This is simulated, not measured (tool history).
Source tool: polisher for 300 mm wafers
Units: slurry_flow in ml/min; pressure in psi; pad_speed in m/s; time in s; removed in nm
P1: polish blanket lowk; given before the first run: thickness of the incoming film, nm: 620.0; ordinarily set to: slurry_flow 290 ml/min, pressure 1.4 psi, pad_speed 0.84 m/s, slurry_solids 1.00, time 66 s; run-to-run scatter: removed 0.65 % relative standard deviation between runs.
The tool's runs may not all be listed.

run	hour	slurry_flow	pressure	pad_speed	slurry_solids	time	wafers polished on this pad	hours since the slurry nozzle was cleaned	hours since the head pressure was calibrated	hours since the slurry blender was calibrated	hours since the conditioning disc was replaced	removed
1	11.1	290	1.4	0.84	1.00	66	606	265.2	518.0	103.5	78.4	18.1530
2	18.7	290	1.4	0.84	1.40	66	725	272.8	525.6	111.1	86.0	20.9480
3	25.9	220	2.0	0.84	1.00	66	838	280.0	532.8	118.3	93.2	25.0340
4	36.1	290	1.4	0.84	1.00	66	998	290.2	543.0	128.5	103.4	18.1790
5	46.6	290	0.6	0.84	1.00	66	1163	300.7	553.5	139.0	113.9	7.8134
6	56.5	290	1.4	0.50	1.00	66	1318	310.6	563.4	148.9	123.8	12.0830
7	65.8	290	1.4	0.84	1.00	101	1464	319.9	572.7	158.2	133.1	27.8730
8	72.7	290	0.7	0.84	1.00	47	1572	326.8	579.6	165.1	140.0	6.5219
9	77.6	290	1.4	0.84	0.50	66	1649	331.7	584.5	170.0	144.9	12.5870
10	87.2	290	1.4	1.16	1.00	66	1799	341.3	594.1	179.6	154.5	23.4470
11	93.3	290	1.4	0.84	1.00	66	1895	347.4	600.2	185.7	160.6	18.0290
12	98.7	445	1.4	0.84	1.00	66	1979	352.8	605.6	191.1	166.0	18.7400
13	107.3	290	1.4	0.84	1.00	66	2114	361.4	614.2	199.7	174.6	18.4140
# hour 117.2: conditioning disc replaced and pad reconditioned
14	117.3	290	1.4	0.84	1.00	66	2271	371.4	624.2	209.7	0.1	18.2980
15	126.9	290	1.4	0.84	1.00	47	2422	381.0	633.8	219.3	9.7	12.9920
16	137.9	290	1.9	0.84	1.00	66	2594	392.0	644.8	230.3	20.7	24.6970
17	146.9	290	0.7	0.84	0.65	66	2735	401.0	653.8	239.3	29.7	7.3854
18	156.4	175	1.4	0.84	1.00	66	2884	410.5	663.3	248.8	39.2	17.1260
19	167.5	290	1.4	0.84	1.00	66	3058	421.6	674.4	259.9	50.3	18.3160
20	175.3	290	1.4	0.84	1.00	66	3181	429.4	682.2	267.7	58.1	18.3950
21	180.9	290	1.4	0.84	1.00	66	3268	435.0	687.8	273.3	63.7	18.3940
22	191.4	290	1.4	0.84	1.00	66	3433	445.5	698.3	283.8	74.2	17.4820
23	197.6	290	1.4	0.84	1.00	66	3530	451.7	704.5	290.0	80.4	17.2820
24	207.9	290	1.4	0.84	1.00	66	3692	462.0	714.8	300.3	90.7	16.9290
25	217.8	290	1.4	0.84	1.00	66	3847	471.9	724.7	310.2	100.6	16.7070
# hour 218.4: slurry nozzle cleaned
26	226.1	290	1.4	0.84	1.00	66	3977	7.7	733.0	318.5	108.9	16.6370
# hour 226.3: conditioning disc replaced and pad reconditioned
# hour 231.3: head pressure recalibrated
27	233.5	290	1.4	0.84	1.00	66	4093	15.1	2.3	325.9	7.3	16.5130
28	242.1	290	1.4	0.84	1.00	66	4228	23.7	10.9	334.5	15.9	16.4470
29	249.9	290	1.4	0.84	1.00	66	4350	31.5	18.7	342.3	23.7	16.4990
30	255.4	290	1.4	0.84	1.00	66	4436	37.0	24.2	347.8	29.2	16.3960
31	260.2	290	1.4	0.84	1.00	66	4512	41.8	29.0	352.6	34.0	16.6270

Something has made what P1 gives creep away from where it was; the 2 causes below, each at its own stated size, fit the log equally well:
A: removal rate lost through wear of the pad, % = 9.84
B: abrasive missing from the slurry, % = 19.4
Creep in the process output first set in at about hour 180.9.
Other possible causes, and why each is ruled out:
slurry flow missing at the pad, %: maintenance at hour 218.4, after the shift began, did not return the process to its former output
head's pressure below its setpoint, %: maintenance at hour 231.3, after the shift began, did not return the process to its former output
time polished since the conditioner stopped cutting, s: maintenance at hour 226.3, after the shift began, did not return the process to its former output

Which of the 4 check runs listed below, each an average over 2 wafers with its results shown as question marks, gives clearly different results under the different listed causes?
check 1	265.0	440	1.4	0.84	1.00	66						?
check 2	265.0	290	1.4	0.84	0.50	66						?
check 3	265.0	435	1.8	0.84	1.00	66						?
check 4	265.0	175	1.4	1.12	1.00	66						?

If the cause were each of the candidates in turn, the checks would give the following:
check	result	if A	if B
check 1	removed	17.0100	17.0060
check 2	removed	11.3290	10.9220
check 3	removed	21.8550	21.8500
check 4	removed	19.5330	19.5290
How far apart the two closest causes lie, in the result that separates them most: check 1 0.02 %; check 2 3.66 %; check 3 0.02 %; check 4 0.02 %
Of the check runs offered, only check 2 discriminates between the causes; the rest would read about the same regardless of which cause applies.

Here is what check 2 returned: removed 11.3080 nm. Which cause is it?

It was cause A: removal rate lost through wear of the pad, %.
